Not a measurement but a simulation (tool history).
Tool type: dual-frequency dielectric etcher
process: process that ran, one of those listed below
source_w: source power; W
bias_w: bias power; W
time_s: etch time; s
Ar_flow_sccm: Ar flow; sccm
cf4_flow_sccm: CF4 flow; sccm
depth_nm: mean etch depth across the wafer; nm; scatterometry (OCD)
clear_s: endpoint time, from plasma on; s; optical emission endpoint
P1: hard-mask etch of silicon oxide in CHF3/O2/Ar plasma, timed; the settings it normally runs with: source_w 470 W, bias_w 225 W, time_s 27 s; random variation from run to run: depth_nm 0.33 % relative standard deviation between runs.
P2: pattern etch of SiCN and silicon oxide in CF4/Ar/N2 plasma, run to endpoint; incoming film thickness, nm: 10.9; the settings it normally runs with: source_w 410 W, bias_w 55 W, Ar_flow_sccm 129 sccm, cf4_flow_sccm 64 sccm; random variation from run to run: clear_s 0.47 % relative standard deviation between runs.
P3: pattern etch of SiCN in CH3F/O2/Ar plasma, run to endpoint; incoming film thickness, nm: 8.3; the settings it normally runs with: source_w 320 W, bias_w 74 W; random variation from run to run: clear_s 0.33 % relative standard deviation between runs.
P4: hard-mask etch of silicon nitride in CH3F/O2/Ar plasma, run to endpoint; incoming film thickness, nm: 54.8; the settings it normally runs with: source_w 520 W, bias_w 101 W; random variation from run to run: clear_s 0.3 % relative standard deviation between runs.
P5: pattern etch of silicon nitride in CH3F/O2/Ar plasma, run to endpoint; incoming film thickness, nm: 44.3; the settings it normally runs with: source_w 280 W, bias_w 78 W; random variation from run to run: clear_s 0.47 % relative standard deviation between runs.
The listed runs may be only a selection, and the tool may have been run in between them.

Run 1, hour 6.3: process P1, source_w 470 W, bias_w 225 W, time_s 27 s. Result: depth_nm 52.393 nm.
Run 2, hour 17.2: process P1, source_w 470 W, bias_w 225 W, time_s 27 s. Result: depth_nm 52.84 nm.
Run 3, hour 23: process P2, source_w 410 W, bias_w 32 W, Ar_flow_sccm 129 sccm, cf4_flow_sccm 64 sccm. Result: clear_s 18.593 s.
Run 4, hour 34.3: process P1, source_w 470 W, bias_w 225 W, time_s 27 s. Result: depth_nm 52.885 nm.
Run 5, hour 41: process P1, source_w 620 W, bias_w 225 W, time_s 36.5 s. Result: depth_nm 79.168 nm.
Run 6, hour 48.3: process P2, source_w 410 W, bias_w 55 W, Ar_flow_sccm 129 sccm, cf4_flow_sccm 82 sccm. Result: clear_s 15.04 s.
Run 7, hour 60: process P5, source_w 280 W, bias_w 48 W. Result: clear_s 84.328 s.
Run 8, hour 72.8: process P2, source_w 410 W, bias_w 55 W, Ar_flow_sccm 158 sccm, cf4_flow_sccm 64 sccm. Result: clear_s 16.383 s.
Run 9, hour 78.9: process P1, source_w 470 W, bias_w 281 W, time_s 27 s. Result: depth_nm 57.214 nm.
Run 10, hour 89.2: process P1, source_w 470 W, bias_w 225 W, time_s 27 s. Result: depth_nm 52.755 nm.
Run 11, hour 97.5: process P3, source_w 320 W, bias_w 102 W. Result: clear_s 21.229 s.
Run 12, hour 105.6: process P3, source_w 320 W, bias_w 74 W. Result: clear_s 23.982 s.
Run 13, hour 114: process P3, source_w 320 W, bias_w 74 W. Result: clear_s 24.062 s.
Run 14, hour 121.6: process P1, source_w 630 W, bias_w 225 W, time_s 27 s. Result: depth_nm 59.097 nm.
Run 15, hour 127.5: process P4, source_w 520 W, bias_w 101 W. Result: clear_s 63.373 s.
Run 16, hour 140: process P4, source_w 520 W, bias_w 140 W. Result: clear_s 55.889 s.
Run 17, hour 148.1: process P1, source_w 470 W, bias_w 225 W, time_s 27 s. Result: depth_nm 52.744 nm.
Run 18, hour 160.5: process P1, source_w 470 W, bias_w 281 W, time_s 21 s. Result: depth_nm 44.62 nm.
At hour 171.8: wet clean of the chamber.
Run 19, hour 171.9: process P2, source_w 530 W, bias_w 55 W, Ar_flow_sccm 129 sccm, cf4_flow_sccm 64 sccm. Result: clear_s 12.707 s.
Run 20, hour 183.7: process P1, source_w 660 W, bias_w 225 W, time_s 34 s. Result: depth_nm 75.807 nm.
Run 21, hour 193.7: process P5, source_w 280 W, bias_w 78 W. Result: clear_s 71.999 s.
Run 22, hour 202.9: process P1, source_w 470 W, bias_w 225 W, time_s 34 s. Result: depth_nm 66.512 nm.
Run 23, hour 210.6: process P2, source_w 410 W, bias_w 55 W, Ar_flow_sccm 129 sccm, cf4_flow_sccm 64 sccm. Result: clear_s 15.734 s.
Run 24, hour 218.6: process P2, source_w 410 W, bias_w 55 W, Ar_flow_sccm 129 sccm, cf4_flow_sccm 64 sccm. Result: clear_s 15.724 s.
Run 25, hour 230.3: process P5, source_w 180 W, bias_w 78 W. Result: clear_s 84.648 s.
Run 26, hour 240.5: process P3, source_w 430 W, bias_w 74 W. Result: clear_s 21.564 s.
Run 27, hour 246.8: process P1, source_w 470 W, bias_w 147 W, time_s 27 s. Result: depth_nm 45.64 nm.
Run 28, hour 258.4: process P4, source_w 420 W, bias_w 101 W. Result: clear_s 68.084 s.
Run 29, hour 271.3: process P1, source_w 470 W, bias_w 225 W, time_s 21 s. Result: depth_nm 41.023 nm.
Run 30, hour 278.5: process P1, source_w 320 W, bias_w 225 W, time_s 27 s. Result: depth_nm 45.828 nm.
Run 31, hour 285.7: process P1, source_w 470 W, bias_w 225 W, time_s 27 s. Result: depth_nm 52.489 nm.
Run 32, hour 291.5: process P1, source_w 470 W, bias_w 225 W, time_s 27 s. Result: depth_nm 52.787 nm.
Run 33, hour 302.7: process P1, source_w 470 W, bias_w 225 W, time_s 27 s. Result: depth_nm 52.2 nm.
Run 34, hour 313.8: process P1, source_w 470 W, bias_w 225 W, time_s 27 s. Result: depth_nm 52.271 nm.
At hour 321.5: wet clean of the chamber.
Run 35, hour 322.5: process P1, source_w 470 W, bias_w 225 W, time_s 27 s. Result: depth_nm 51.897 nm.
Run 36, hour 335.8: process P1, source_w 470 W, bias_w 225 W, time_s 27 s. Result: depth_nm 52.071 nm.
Run 37, hour 344.3: process P1, source_w 470 W, bias_w 225 W, time_s 27 s. Result: depth_nm 52.064 nm.
Run 38, hour 357.2: process P1, source_w 470 W, bias_w 225 W, time_s 27 s. Result: depth_nm 51.736 nm.
Run 39, hour 366.5: process P1, source_w 470 W, bias_w 225 W, time_s 27 s. Result: depth_nm 51.636 nm.
Run 40, hour 377.2: process P1, source_w 470 W, bias_w 225 W, time_s 27 s. Result: depth_nm 51.876 nm.

The log shows P1 creeping away from where it was. Any of the 2 causes listed here, at the size stated for it, fits the log just as well as the others:
A: source power that arrives under what is set, % = 4.36
B: bias power that arrives under what is set, % = 4.61
The gradual shift began around hour 285.7.
Why every other cause is out:
chamber walls in a state that lowers the etch rate, %: was serviced at hour 321.5, once the creep was under way, yet the earlier output never came back

Consider the 4 check runs below, whose results appear as question marks and each of which averages 2 wafers. Which one distinguishes the causes, in that each cause would give it a clearly different result?
Run check 1, hour 387.9: process P3, source_w 320 W, bias_w 74 W. Result: clear_s ?.
Run check 2, hour 387.9: process P2, source_w 410 W, bias_w 55 W, Ar_flow_sccm 129 sccm, cf4_flow_sccm 64 sccm. Result: clear_s ?.
Run check 3, hour 387.9: process P5, source_w 280 W, bias_w 78 W. Result: clear_s ?.
Run check 4, hour 387.9: process P4, source_w 520 W, bias_w 101 W. Result: clear_s ?.

Check results expected under each cause:
  check   result    if A    if B
check 1  clear_s  24.466  24.475
check 2  clear_s  16.364  15.986
check 3  clear_s  72.844  72.854
check 4  clear_s  64.286  64.306
Gap, in per cent, between the two causes that each check separates least, read from the result that separates them most: check 1 0.03 %; check 2 2.34 %; check 3 0.01 %; check 4 0.03 %
Only in check 2 would the causes give clearly different results; in the remaining checks their results would be nearly the same.

Check 2 was then run and gave: clear_s 15.89 s. Which cause is it?

Of the candidate causes, it is B: bias power that arrives under what is set, %.
